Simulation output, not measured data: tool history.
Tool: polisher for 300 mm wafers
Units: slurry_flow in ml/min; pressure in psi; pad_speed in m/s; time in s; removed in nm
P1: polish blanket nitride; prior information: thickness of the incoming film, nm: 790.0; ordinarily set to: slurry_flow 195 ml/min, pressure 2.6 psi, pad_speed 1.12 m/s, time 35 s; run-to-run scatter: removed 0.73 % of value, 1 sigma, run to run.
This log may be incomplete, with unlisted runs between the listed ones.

run	hour	slurry_flow	pressure	pad_speed	time	wafers polished on this pad	hours since the slurry nozzle was cleaned	hours since the head pressure was calibrated	removed
1	11.8	195	2.6	1.12	35	388	234.7	536.4	42.422
2	29.7	130	2.6	1.12	35	576	252.6	554.3	39.133
3	49	195	2.6	1.7	24	779	271.9	573.6	40.904
4	65.8	195	1.5	1.12	35	956	288.7	590.4	23.978
5	79.9	195	2.6	1.58	52	1104	302.8	604.5	82.53
6	96.8	195	2.6	1.12	25	1282	319.7	621.4	30.113
7	113.8	195	2.6	1.12	35	1461	336.7	638.4	42.351
# hour 123.4: slurry nozzle cleaned
8	128	195	3.9	1.12	35	1611	4.6	652.6	63.232
9	147.4	195	2.6	1.12	35	1815	24	672	42.709
10	157.6	195	2.6	1.58	26	1922	34.2	682.2	40.994
11	174.5	195	2.6	0.5	35	2100	51.1	699.1	21.998
12	192.8	195	2.6	1.12	55	2293	69.4	717.4	66.113
13	209.6	195	2.6	1.12	35	2470	86.2	734.2	42.811
14	229	260	2.6	1.12	35	2674	105.6	753.6	43.364
15	238.8	195	2.6	1.76	35	2777	115.4	763.4	60.098
16	252.8	195	2.6	1.12	35	2924	129.4	777.4	42.526
17	262.7	195	2.6	1.12	35	3028	139.3	787.3	41.375
18	273.9	195	2.6	1.12	35	3146	150.5	798.5	40.396
19	286.9	195	2.6	1.12	35	3283	163.5	811.5	39.953
20	303.4	195	2.6	1.12	35	3457	180	828	38.774
21	315.4	195	2.6	1.12	35	3583	192	840	38.892
22	327.1	195	2.6	1.12	35	3706	203.7	851.7	39.133
# hour 340.6: head pressure recalibrated
23	344.1	195	2.6	1.12	35	3885	220.7	3.6	38.455
24	358.7	195	2.6	1.12	35	4039	235.3	18.2	38.915
25	370.1	195	2.6	1.12	35	4159	246.7	29.6	38.421

Compared with where it was, what P1 gives has crept away. Each cause listed below fits the log as well as the rest, at the size given for it:
A: removal rate lost through wear of the pad, % = 8.12
B: slurry flow missing at the pad, % = 38.7
The process output started creeping at around hour 252.8.
Every other cause this tool's parts could produce, and why it does not fit the log:
head's pressure below its setpoint, %: maintenance at hour 340.6, after the shift began, did not return the process to its former output

Consider the 4 check runs below, whose results appear as question marks and each of which averages 3 wafers. Which one distinguishes the causes, in that each cause would give it a clearly different result?
check 1	381.5	195	2.6	0.54	35				?
check 2	381.5	195	2.6	1.52	35				?
check 3	381.5	135	2.6	1.38	35				?
check 4	381.5	195	3.7	1.12	54				?

Predicted outcomes, by check and by cause:
check	result	if A	if B
check 1	removed	21.642	21.645
check 2	removed	49.529	49.536
check 3	removed	43.181	41.771
check 4	removed	85.175	85.187
Minimum pairwise separation of causes per check, each pair taken at its best-separating result: check 1 0.01 %; check 2 0.01 %; check 3 3.32 %; check 4 0.01 %
Of the check runs offered, only check 3 discriminates between the causes; the rest would read about the same regardless of which cause applies.

The results of check 3 are: removed 43.274 nm. Based on these, which of the listed causes is it?

The correct cause is A, namely: removal rate lost through wear of the pad, %.
